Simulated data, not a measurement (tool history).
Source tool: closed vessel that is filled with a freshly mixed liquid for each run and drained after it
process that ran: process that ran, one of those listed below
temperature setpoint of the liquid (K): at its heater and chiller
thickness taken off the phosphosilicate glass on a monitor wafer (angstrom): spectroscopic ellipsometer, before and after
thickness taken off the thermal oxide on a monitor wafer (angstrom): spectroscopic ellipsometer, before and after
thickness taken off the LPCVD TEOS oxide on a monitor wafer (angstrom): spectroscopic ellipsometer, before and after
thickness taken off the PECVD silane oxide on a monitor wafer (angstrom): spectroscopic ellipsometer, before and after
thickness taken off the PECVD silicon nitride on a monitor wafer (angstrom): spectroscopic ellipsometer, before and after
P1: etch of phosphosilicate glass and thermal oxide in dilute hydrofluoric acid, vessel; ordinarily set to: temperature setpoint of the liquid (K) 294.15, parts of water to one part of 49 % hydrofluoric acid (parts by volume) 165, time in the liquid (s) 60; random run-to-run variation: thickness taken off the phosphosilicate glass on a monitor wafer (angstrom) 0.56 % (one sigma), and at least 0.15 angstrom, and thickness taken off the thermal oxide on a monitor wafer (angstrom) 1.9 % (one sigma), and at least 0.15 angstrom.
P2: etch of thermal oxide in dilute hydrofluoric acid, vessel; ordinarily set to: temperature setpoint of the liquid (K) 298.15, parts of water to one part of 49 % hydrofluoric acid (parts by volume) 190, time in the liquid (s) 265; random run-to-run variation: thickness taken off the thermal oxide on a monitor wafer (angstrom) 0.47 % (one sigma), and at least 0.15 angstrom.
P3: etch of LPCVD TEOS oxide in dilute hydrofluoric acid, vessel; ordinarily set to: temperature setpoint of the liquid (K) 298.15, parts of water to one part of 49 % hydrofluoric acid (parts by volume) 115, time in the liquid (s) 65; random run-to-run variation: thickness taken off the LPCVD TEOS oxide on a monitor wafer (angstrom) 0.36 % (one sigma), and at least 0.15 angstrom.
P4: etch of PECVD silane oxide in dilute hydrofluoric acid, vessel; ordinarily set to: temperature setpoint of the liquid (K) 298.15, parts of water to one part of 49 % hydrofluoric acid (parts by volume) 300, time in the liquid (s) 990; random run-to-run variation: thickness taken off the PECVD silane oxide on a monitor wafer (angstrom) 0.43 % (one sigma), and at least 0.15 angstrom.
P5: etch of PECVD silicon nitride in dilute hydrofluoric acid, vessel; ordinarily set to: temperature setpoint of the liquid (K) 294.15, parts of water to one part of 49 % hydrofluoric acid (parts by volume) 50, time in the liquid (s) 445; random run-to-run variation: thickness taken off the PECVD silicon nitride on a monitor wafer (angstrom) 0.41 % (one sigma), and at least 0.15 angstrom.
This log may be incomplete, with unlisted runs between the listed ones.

| run | hour | process that ran | temperature setpoint of the liquid (K) | parts of water to one part of 49 % hydrofluoric acid (parts by volume) | time in the liquid (s) | thickness taken off the phosphosilicate glass on a monitor wafer (angstrom) | thickness taken off the thermal oxide on a monitor wafer (angstrom) | thickness taken off the LPCVD TEOS oxide on a monitor wafer (angstrom) | thickness taken off the PECVD silane oxide on a monitor wafer (angstrom) | thickness taken off the PECVD silicon nitride on a monitor wafer (angstrom) |
|---|---|---|---|---|---|---|---|---|---|---|
| 1 | 4.1 | P1 | 294.15 | 165 | 60 | 562.96 | 13.752 |  |  |  |
| 2 | 8.2 | P1 | 290.15 | 165 | 60 | 481.25 | 12.479 |  |  |  |
| 3 | 14.5 | P2 | 298.15 | 190 | 265 |  | 63.991 |  |  |  |
| 4 | 19.5 | P1 | 294.15 | 105 | 110 | 1744.8 | 43.498 |  |  |  |
| 5 | 23.6 | P2 | 298.15 | 190 | 85 |  | 20.49 |  |  |  |
| 6 | 27.6 | P3 | 298.15 | 115 | 65 |  |  | 106.1 |  |  |
| 7 | 35.1 | P3 | 298.15 | 115 | 30 |  |  | 49.016 |  |  |
| 8 | 42.2 | P4 | 298.15 | 300 | 330 |  |  |  | 140.39 |  |
| 9 | 48.9 | P1 | 294.15 | 165 | 60 | 567.64 | 14.028 |  |  |  |
| 10 | 55.1 | P5 | 294.15 | 75 | 445 |  |  |  |  | 241.36 |
| 11 | 62.7 | P5 | 294.15 | 50 | 155 |  |  |  |  | 125.31 |
| 12 | 68.7 | P2 | 298.15 | 305 | 265 |  | 35.198 |  |  |  |
| 13 | 75.7 | P1 | 294.15 | 165 | 60 | 563.87 | 14.071 |  |  |  |
| 14 | 82 | P3 | 298.15 | 115 | 65 |  |  | 106.71 |  |  |
| 15 | 85.3 | P4 | 291.15 | 300 | 990 |  |  |  | 330.8 |  |
| 16 | 91.5 | P1 | 294.15 | 165 | 60 | 567.58 | 13.651 |  |  |  |
| 17 | 97.1 | P5 | 294.15 | 50 | 445 |  |  |  |  | 359.83 |
| 18 | 104.2 | P4 | 298.15 | 100 | 990 |  |  |  | 1585.2 |  |
| 19 | 109.6 | P5 | 301.65 | 50 | 445 |  |  |  |  | 593.14 |

Run 20 is up next; what results do you expect?
| 20 | 114.2 | P2 | 290.15 | 190 | 265 |  | ? |  |  |  |

Run 20 came out at thickness taken off the thermal oxide on a monitor wafer (angstrom) 46.929.
